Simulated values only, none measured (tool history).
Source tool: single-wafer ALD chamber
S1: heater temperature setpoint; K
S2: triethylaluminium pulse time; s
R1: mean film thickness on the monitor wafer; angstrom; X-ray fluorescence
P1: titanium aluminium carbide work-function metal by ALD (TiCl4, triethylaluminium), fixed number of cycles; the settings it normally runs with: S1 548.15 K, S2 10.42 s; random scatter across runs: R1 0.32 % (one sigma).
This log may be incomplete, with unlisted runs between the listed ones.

run,day,S1,S2,R1
1,0.338,548.15,10.42,17.392
2,0.671,523.15,10.42,15.497
# day 1.096: triethylaluminium bottle replaced
3,1.267,548.15,4.15,13.654
4,1.825,548.15,10.42,17.442
5,2.304,548.15,10.42,17.453
6,2.904,548.15,10.42,17.372
7,3.225,548.15,10.42,17.571
8,3.604,528.15,6.56,14.629
9,4.042,548.15,16.98,18.013
10,4.471,570.15,10.42,19.306
11,4.896,548.15,10.42,17.434
12,5.338,548.15,10.42,17.437

Estimate the outcome of run 13 from the log above:
13,5.629,548.15,10.42,?

R1: 17.302 angstrom
